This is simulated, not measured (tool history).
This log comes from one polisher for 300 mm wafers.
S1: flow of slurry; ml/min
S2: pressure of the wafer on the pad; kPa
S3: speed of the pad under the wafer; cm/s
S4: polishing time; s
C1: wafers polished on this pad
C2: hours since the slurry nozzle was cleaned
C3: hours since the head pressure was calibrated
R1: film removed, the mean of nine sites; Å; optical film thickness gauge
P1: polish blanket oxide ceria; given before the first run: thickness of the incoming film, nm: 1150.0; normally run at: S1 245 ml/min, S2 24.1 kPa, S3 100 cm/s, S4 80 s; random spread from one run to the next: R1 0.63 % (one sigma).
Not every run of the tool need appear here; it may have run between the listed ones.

run    day   S1    S2   S3   S4    C1     C2     C3      R1
  1  0.446  245  24.1  100   80  1057  147.9  206.4  3778.4
  2  0.788  245  14.5   74   80  1135  156.1  214.6  1653.9
  3  1.088  245  24.1  100   80  1204  163.3  221.8  3760.1
  4  1.358  245  24.1  100   80  1267  169.8  228.3  3728.2
  5  1.725  245  24.1  100   80  1351  178.6  237.1  3782.6
  6  2.129  145  24.1  100   80  1444  188.3  246.8  3476.9
  7  2.517  245  24.1  100  118  1534  197.6  256.1  5541.4
  8  2.742  145  35.2  100   80  1586  203.0  261.5  5093.8
  9  3.079  245  24.1  100   51  1663  211.1  269.6  2390.7
 10  3.417  245  24.1  100   80  1741  219.2  277.7  3787.4
 11  3.742  245  24.1  100   80  1816  227.0  285.5  3773.2
 12  4.133  245  11.0  100   80  1906  236.4  294.9  1707.6
 13  4.354  350  24.1  100   80  1957  241.7  300.2  3859.9
 14  4.662  245  24.1   50   80  2028  249.1  307.6  1860.2
 15  5.050  245  24.1  158   80  2117  258.4  316.9  5868.3
 16  5.246  245  24.1  100   80  2162  263.1  321.6  3780.4
 17  5.488  245  31.7  100   80  2218  268.9  327.4  4973.1
 18  5.754  245  24.1  100   80  2279  275.3  333.8  3753.2
 19  6.025  245  24.1  100   80  2342  281.8  340.3  3702.8
 20  6.392  245  24.1  100   80  2426  290.6  349.1  3681.5
 21  6.604  245  24.1  100   80  2475  295.7  354.2  3638.8
 22  6.917  245  24.1  100   80  2547  303.2  361.7  3635.8
     7.254  -- head pressure recalibrated
 23  7.296  245  24.1  100   80  2635  312.3    1.1  3600.4
 24  7.550  245  24.1  100   80  2693  318.4    7.2  3589.8
 25  7.812  245  24.1  100   80  2754  324.7   13.5  3591.1
 26  8.162  245  24.1  100   80  2834  333.1   21.9  3604.5

Compared with where it was, what P1 gives has crept away. Each cause listed below fits the log as well as the rest, at the size given for it:
A: removal rate lost through wear of the pad, % = 4.36
B: slurry flow missing at the pad, % = 29
The gradual shift began around day 5.754.
All other causes, with the reason each is excluded:
head's pressure below its setpoint, %: serviced after onset, at day 7.254, with no recovery of the prior output

Below are 4 check runs, each averaged over 5 wafers, with their results shown as question marks. Which of them would give clearly different results depending on which cause is behind the drift?
check 1  8.512  245  24.1  120  80               ?
check 2  8.512  160  24.1  100  80               ?
check 3  8.512  245  31.0   60  80               ?
check 4  8.512  245  30.3  100  80               ?

If the cause were each of the candidates in turn, the checks would give the following:
  check  result    if A    if B
check 1      R1  4315.6  4315.4
check 2      R1  3394.2  3321.4
check 3      R1  2774.3  2774.2
check 4      R1  4521.1  4520.9
Separation of the two closest causes in each check, using whichever result separates them best: check 1 0 %; check 2 2.17 %; check 3 0 %; check 4 0 %
Only in check 2 would the causes give clearly different results; in the remaining checks their results would be nearly the same.

Then check 2 was run and gave: R1 3319.1 Å. Which cause is it?

The cause is B: slurry flow missing at the pad, %.
